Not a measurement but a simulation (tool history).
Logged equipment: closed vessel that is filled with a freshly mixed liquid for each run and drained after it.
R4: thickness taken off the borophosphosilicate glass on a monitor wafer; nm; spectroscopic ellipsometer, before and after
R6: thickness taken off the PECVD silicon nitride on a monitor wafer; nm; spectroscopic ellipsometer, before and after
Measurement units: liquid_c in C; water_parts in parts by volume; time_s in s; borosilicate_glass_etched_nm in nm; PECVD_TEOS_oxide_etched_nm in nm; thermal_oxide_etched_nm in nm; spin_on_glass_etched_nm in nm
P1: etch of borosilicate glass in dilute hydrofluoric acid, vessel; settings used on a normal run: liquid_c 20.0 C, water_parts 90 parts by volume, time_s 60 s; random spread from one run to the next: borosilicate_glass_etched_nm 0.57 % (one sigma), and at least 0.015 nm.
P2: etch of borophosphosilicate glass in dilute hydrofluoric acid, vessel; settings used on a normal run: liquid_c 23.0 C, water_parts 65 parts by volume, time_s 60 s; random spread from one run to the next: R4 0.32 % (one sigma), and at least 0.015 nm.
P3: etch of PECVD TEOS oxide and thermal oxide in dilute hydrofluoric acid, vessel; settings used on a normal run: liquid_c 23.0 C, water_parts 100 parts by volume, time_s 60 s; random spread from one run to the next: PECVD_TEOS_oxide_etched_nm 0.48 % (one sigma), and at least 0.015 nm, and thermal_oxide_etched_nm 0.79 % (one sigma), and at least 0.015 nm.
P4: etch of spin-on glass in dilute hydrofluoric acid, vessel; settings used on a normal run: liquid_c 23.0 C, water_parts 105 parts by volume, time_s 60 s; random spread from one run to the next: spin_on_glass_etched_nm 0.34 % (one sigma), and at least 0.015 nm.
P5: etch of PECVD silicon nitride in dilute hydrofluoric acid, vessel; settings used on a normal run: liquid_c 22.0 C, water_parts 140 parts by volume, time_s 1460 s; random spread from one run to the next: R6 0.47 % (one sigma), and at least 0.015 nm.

{"run": 1, "hour": 5.3, "process": "P1", "liquid_c": 20.0, "water_parts": 90, "time_s": 60, "borosilicate_glass_etched_nm": 15.022}
{"run": 2, "hour": 9.9, "process": "P3", "liquid_c": 23.0, "water_parts": 100, "time_s": 60, "PECVD_TEOS_oxide_etched_nm": 6.4046, "thermal_oxide_etched_nm": 2.8572}
{"run": 3, "hour": 13.0, "process": "P1", "liquid_c": 17.0, "water_parts": 90, "time_s": 60, "borosilicate_glass_etched_nm": 13.128}
{"run": 4, "hour": 17.9, "process": "P1", "liquid_c": 20.0, "water_parts": 90, "time_s": 30, "borosilicate_glass_etched_nm": 7.4772}
{"run": 5, "hour": 24.1, "process": "P3", "liquid_c": 23.0, "water_parts": 100, "time_s": 30, "PECVD_TEOS_oxide_etched_nm": 3.1895, "thermal_oxide_etched_nm": 1.4573}
{"run": 6, "hour": 27.8, "process": "P2", "liquid_c": 23.0, "water_parts": 65, "time_s": 60, "R4": 40.339}
{"run": 7, "hour": 32.8, "process": "P2", "liquid_c": 23.0, "water_parts": 65, "time_s": 120, "R4": 80.839}
{"run": 8, "hour": 36.3, "process": "P3", "liquid_c": 23.0, "water_parts": 100, "time_s": 60, "PECVD_TEOS_oxide_etched_nm": 6.314, "thermal_oxide_etched_nm": 2.8469}
{"run": 9, "hour": 40.0, "process": "P4", "liquid_c": 31.0, "water_parts": 105, "time_s": 60, "spin_on_glass_etched_nm": 24.699}
{"run": 10, "hour": 45.9, "process": "P1", "liquid_c": 20.0, "water_parts": 90, "time_s": 105, "borosilicate_glass_etched_nm": 26.164}
{"run": 11, "hour": 51.7, "process": "P1", "liquid_c": 20.0, "water_parts": 90, "time_s": 60, "borosilicate_glass_etched_nm": 14.804}
{"run": 12, "hour": 54.9, "process": "P4", "liquid_c": 23.0, "water_parts": 105, "time_s": 60, "spin_on_glass_etched_nm": 18.227}
{"run": 13, "hour": 59.1, "process": "P1", "liquid_c": 20.0, "water_parts": 90, "time_s": 60, "borosilicate_glass_etched_nm": 14.965}
{"run": 14, "hour": 64.0, "process": "P2", "liquid_c": 28.0, "water_parts": 65, "time_s": 60, "R4": 49.541}
{"run": 15, "hour": 69.9, "process": "P1", "liquid_c": 20.0, "water_parts": 160, "time_s": 60, "borosilicate_glass_etched_nm": 7.8494}
{"run": 16, "hour": 72.8, "process": "P1", "liquid_c": 17.0, "water_parts": 30, "time_s": 60, "borosilicate_glass_etched_nm": 42.475}
{"run": 17, "hour": 77.1, "process": "P1", "liquid_c": 20.0, "water_parts": 90, "time_s": 60, "borosilicate_glass_etched_nm": 14.823}
{"run": 18, "hour": 83.3, "process": "P5", "liquid_c": 22.0, "water_parts": 140, "time_s": 30, "R6": 0.57157}
{"run": 19, "hour": 87.4, "process": "P5", "liquid_c": 22.0, "water_parts": 60, "time_s": 1460, "R6": 60.319}
{"run": 20, "hour": 90.3, "process": "P5", "liquid_c": 26.5, "water_parts": 140, "time_s": 1460, "R6": 35.194}
{"run": 21, "hour": 96.4, "process": "P2", "liquid_c": 23.0, "water_parts": 65, "time_s": 60, "R4": 40.811}
{"run": 22, "hour": 101.5, "process": "P1", "liquid_c": 26.5, "water_parts": 90, "time_s": 60, "borosilicate_glass_etched_nm": 19.277}
{"run": 23, "hour": 105.3, "process": "P5", "liquid_c": 22.0, "water_parts": 140, "time_s": 1460, "R6": 26.165}
{"run": 24, "hour": 110.1, "process": "P1", "liquid_c": 20.0, "water_parts": 90, "time_s": 60, "borosilicate_glass_etched_nm": 14.786}
{"run": 25, "hour": 113.5, "process": "P1", "liquid_c": 17.0, "water_parts": 35, "time_s": 60, "borosilicate_glass_etched_nm": 35.816}
{"run": 26, "hour": 117.2, "process": "P4", "liquid_c": 23.0, "water_parts": 105, "time_s": 30, "spin_on_glass_etched_nm": 9.0707}
{"run": 27, "hour": 120.4, "process": "P2", "liquid_c": 23.0, "water_parts": 45, "time_s": 60, "R4": 60.461}
{"run": 28, "hour": 125.0, "process": "P3", "liquid_c": 23.0, "water_parts": 170, "time_s": 60, "PECVD_TEOS_oxide_etched_nm": 3.4768, "thermal_oxide_etched_nm": 1.573}
{"run": 29, "hour": 130.8, "process": "P4", "liquid_c": 23.0, "water_parts": 30, "time_s": 60, "spin_on_glass_etched_nm": 69.837}
{"run": 30, "hour": 134.4, "process": "P1", "liquid_c": 20.0, "water_parts": 20, "time_s": 60, "borosilicate_glass_etched_nm": 72.567}
{"run": 31, "hour": 138.5, "process": "P3", "liquid_c": 17.5, "water_parts": 100, "time_s": 60, "PECVD_TEOS_oxide_etched_nm": 5.1068, "thermal_oxide_etched_nm": 2.298}
{"run": 32, "hour": 142.0, "process": "P1", "liquid_c": 20.0, "water_parts": 90, "time_s": 60, "borosilicate_glass_etched_nm": 14.945}
{"run": 33, "hour": 145.1, "process": "P1", "liquid_c": 20.0, "water_parts": 90, "time_s": 60, "borosilicate_glass_etched_nm": 15.499}
{"run": 34, "hour": 149.2, "process": "P1", "liquid_c": 20.0, "water_parts": 90, "time_s": 60, "borosilicate_glass_etched_nm": 15.358}
{"run": 35, "hour": 152.4, "process": "P1", "liquid_c": 20.0, "water_parts": 90, "time_s": 60, "borosilicate_glass_etched_nm": 15.836}
{"run": 36, "hour": 155.4, "process": "P1", "liquid_c": 20.0, "water_parts": 90, "time_s": 60, "borosilicate_glass_etched_nm": 15.846}
{"run": 37, "hour": 160.4, "process": "P1", "liquid_c": 20.0, "water_parts": 90, "time_s": 60, "borosilicate_glass_etched_nm": 15.708}
{"run": 38, "hour": 164.2, "process": "P1", "liquid_c": 20.0, "water_parts": 90, "time_s": 60, "borosilicate_glass_etched_nm": 15.83}
{"run": 39, "hour": 168.6, "process": "P1", "liquid_c": 20.0, "water_parts": 90, "time_s": 60, "borosilicate_glass_etched_nm": 15.82}
{"run": 40, "hour": 174.7, "process": "P1", "liquid_c": 20.0, "water_parts": 90, "time_s": 60, "borosilicate_glass_etched_nm": 16.141}

The output of P1 has drifted from where it used to be. Each of the 2 causes below, taken at the size shown beside it, accounts for the log equally well:
A: liquid hotter than its thermometer reads (K) = 1.64
B: hydrofluoric acid flow above the setpoint (%) = 6.29
At approximately hour 142.0, the process output began to creep.

4 check runs are offered, one wafer each, their results left as question marks. Which one tells the causes apart?
{"run": "check 1", "hour": 180.8, "process": "P5", "liquid_c": 22.0, "water_parts": 140, "time_s": 785, "R6": "?"}
{"run": "check 2", "hour": 180.8, "process": "P3", "liquid_c": 23.0, "water_parts": 165, "time_s": 30, "PECVD_TEOS_oxide_etched_nm": "?", "thermal_oxide_etched_nm": "?"}
{"run": "check 3", "hour": 180.8, "process": "P2", "liquid_c": 23.0, "water_parts": 45, "time_s": 90, "R4": "?"}
{"run": "check 4", "hour": 180.8, "process": "P4", "liquid_c": 30.5, "water_parts": 40, "time_s": 60, "spin_on_glass_etched_nm": "?"}

What each check would give under each cause:
check=check_1 result=R6 if_A=15.68100 if_B=14.95300
check=check_2 result=PECVD_TEOS_oxide_etched_nm if_A=1.9107 if_B=1.9291
check=check_2 result=thermal_oxide_etched_nm if_A=0.86131 if_B=0.86959
check=check_3 result=R4 if_A=96.456 if_B=96.122
check=check_4 result=spin_on_glass_etched_nm if_A=74.7960 if_B=74.8340
Gap, in per cent, between the two causes that each check separates least, read from the result that separates them most: check 1 4.75 %; check 2 0.96 %; check 3 0.35 %; check 4 0.05 %
The other checks would show nearly matching results whichever cause is true, so check 1 is the only one that separates the causes.

With check 1 done, the readings were: R6 15.73200 nm. Identify which of the listed causes applies.

Of the candidate causes, it is A: liquid hotter than its thermometer reads (K).
